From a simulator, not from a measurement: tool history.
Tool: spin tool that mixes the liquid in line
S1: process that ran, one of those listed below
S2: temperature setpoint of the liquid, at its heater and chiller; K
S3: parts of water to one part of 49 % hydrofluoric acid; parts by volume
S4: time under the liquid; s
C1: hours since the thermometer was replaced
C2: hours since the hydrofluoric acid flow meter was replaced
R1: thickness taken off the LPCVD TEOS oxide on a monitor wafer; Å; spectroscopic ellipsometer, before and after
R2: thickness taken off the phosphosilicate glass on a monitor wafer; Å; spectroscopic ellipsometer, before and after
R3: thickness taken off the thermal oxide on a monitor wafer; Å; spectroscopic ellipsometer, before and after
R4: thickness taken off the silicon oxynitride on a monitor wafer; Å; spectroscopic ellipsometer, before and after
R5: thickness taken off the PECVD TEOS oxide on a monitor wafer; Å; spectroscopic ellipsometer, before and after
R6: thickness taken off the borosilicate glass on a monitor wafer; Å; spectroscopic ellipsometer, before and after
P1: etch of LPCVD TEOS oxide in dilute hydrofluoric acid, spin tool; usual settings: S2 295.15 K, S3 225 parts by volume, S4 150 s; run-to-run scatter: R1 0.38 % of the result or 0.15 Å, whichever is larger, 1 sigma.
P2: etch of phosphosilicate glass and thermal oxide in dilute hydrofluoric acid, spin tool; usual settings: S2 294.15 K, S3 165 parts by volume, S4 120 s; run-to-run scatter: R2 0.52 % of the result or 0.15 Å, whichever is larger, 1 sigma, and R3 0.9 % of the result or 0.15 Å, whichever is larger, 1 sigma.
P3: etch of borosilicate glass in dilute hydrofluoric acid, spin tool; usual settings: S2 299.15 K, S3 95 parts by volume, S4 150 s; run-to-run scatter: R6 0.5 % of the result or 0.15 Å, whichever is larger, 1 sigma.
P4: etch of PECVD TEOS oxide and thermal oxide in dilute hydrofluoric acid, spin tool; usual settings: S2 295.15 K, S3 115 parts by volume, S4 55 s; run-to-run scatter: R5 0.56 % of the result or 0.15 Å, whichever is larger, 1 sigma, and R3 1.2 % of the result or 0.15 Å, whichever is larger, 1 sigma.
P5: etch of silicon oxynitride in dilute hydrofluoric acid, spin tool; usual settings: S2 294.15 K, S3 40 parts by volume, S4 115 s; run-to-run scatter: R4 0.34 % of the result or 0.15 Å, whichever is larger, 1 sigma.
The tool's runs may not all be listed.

run 1 hour=5.3 | S1=P1 S2=295.15 S3=225 S4=150 | C1=1313.8 C2=551 | R1=284.06
run 2 hour=14.6 | S1=P2 S2=301.15 S3=165 S4=120 | C1=1323.1 C2=560.3 | R2=677.43 R3=35.381
run 3 hour=21.5 | S1=P2 S2=294.15 S3=245 S4=120 | C1=1330 C2=567.2 | R2=328.47 R3=17.061
run 4 hour=32.5 | S1=P5 S2=294.15 S3=40 S4=115 | C1=1341 C2=578.2 | R4=117.7
run 5 hour=41.8 | S1=P4 S2=295.15 S3=115 S4=55 | C1=1350.3 C2=587.5 | R3=20.58 R5=116.95
run 6 hour=46.6 | S1=P4 S2=299.65 S3=115 S4=55 | C1=1355.1 C2=592.3 | R3=24.246 R5=140.55
run 7 hour=54.3 | S1=P1 S2=295.15 S3=225 S4=150 | C1=1362.8 C2=600 | R1=283.04
run 8 hour=63.6 | S1=P1 S2=295.15 S3=225 S4=40 | C1=1372.1 C2=609.3 | R1=75.63
run 9 hour=69.2 | S1=P2 S2=294.15 S3=165 S4=120 | C1=1377.7 C2=614.9 | R2=523.52 R3=27.189
run 10 hour=78.6 | S1=P3 S2=291.15 S3=95 S4=150 | C1=1387.1 C2=624.3 | R6=237.96
-- hour=80.3 hydrofluoric acid flow meter replaced
run 11 hour=86.9 | S1=P5 S2=294.15 S3=65 S4=115 | C1=1395.4 C2=6.6 | R4=71.302
run 12 hour=96.8 | S1=P1 S2=295.15 S3=225 S4=150 | C1=1405.3 C2=16.5 | R1=282.65
run 13 hour=107.6 | S1=P2 S2=294.15 S3=165 S4=120 | C1=1416.1 C2=27.3 | R2=520.15 R3=27.566
run 14 hour=116.3 | S1=P1 S2=295.15 S3=355 S4=150 | C1=1424.8 C2=36 | R1=158.98
run 15 hour=122.2 | S1=P1 S2=295.15 S3=135 S4=150 | C1=1430.7 C2=41.9 | R1=520.49
-- hour=131.1 thermometer replaced
run 16 hour=132.8 | S1=P5 S2=294.15 S3=40 S4=170 | C1=1.7 C2=52.5 | R4=175.4
run 17 hour=141 | S1=P3 S2=299.15 S3=95 S4=65 | C1=9.9 C2=60.7 | R6=142.75
run 18 hour=146.5 | S1=P1 S2=295.15 S3=300 S4=215 | C1=15.4 C2=66.2 | R1=284.78
run 19 hour=152.5 | S1=P1 S2=295.15 S3=225 S4=260 | C1=21.4 C2=72.2 | R1=494.21
run 20 hour=160 | S1=P1 S2=295.15 S3=225 S4=150 | C1=28.9 C2=79.7 | R1=283.76
run 21 hour=166.7 | S1=P4 S2=295.15 S3=185 S4=55 | C1=35.6 C2=86.4 | R3=12.081 R5=68.735
run 22 hour=173.9 | S1=P2 S2=294.15 S3=165 S4=170 | C1=42.8 C2=93.6 | R2=742.58 R3=39.431
run 23 hour=179.6 | S1=P4 S2=295.15 S3=115 S4=95 | C1=48.5 C2=99.3 | R3=36.546 R5=204.06
run 24 hour=189 | S1=P1 S2=295.15 S3=140 S4=40 | C1=57.9 C2=108.7 | R1=132.57
run 25 hour=199 | S1=P1 S2=290.15 S3=225 S4=150 | C1=67.9 C2=118.7 | R1=233.79
run 26 hour=207.9 | S1=P5 S2=299.15 S3=40 S4=115 | C1=76.8 C2=127.6 | R4=151.1
run 27 hour=218.3 | S1=P3 S2=299.15 S3=140 S4=150 | C1=87.2 C2=138 | R6=210.61
run 28 hour=226.6 | S1=P3 S2=299.15 S3=95 S4=150 | C1=95.5 C2=146.3 | R6=329.9
run 29 hour=235.8 | S1=P5 S2=294.15 S3=40 S4=115 | C1=104.7 C2=155.5 | R4=118.28

The next listed run, before its measurement:
run 30 hour=245.7 | S1=P1 S2=299.15 S3=225 S4=150 | C1=114.6 C2=165.4 | R1=?

Run 30 gave R1 327.38 Å.
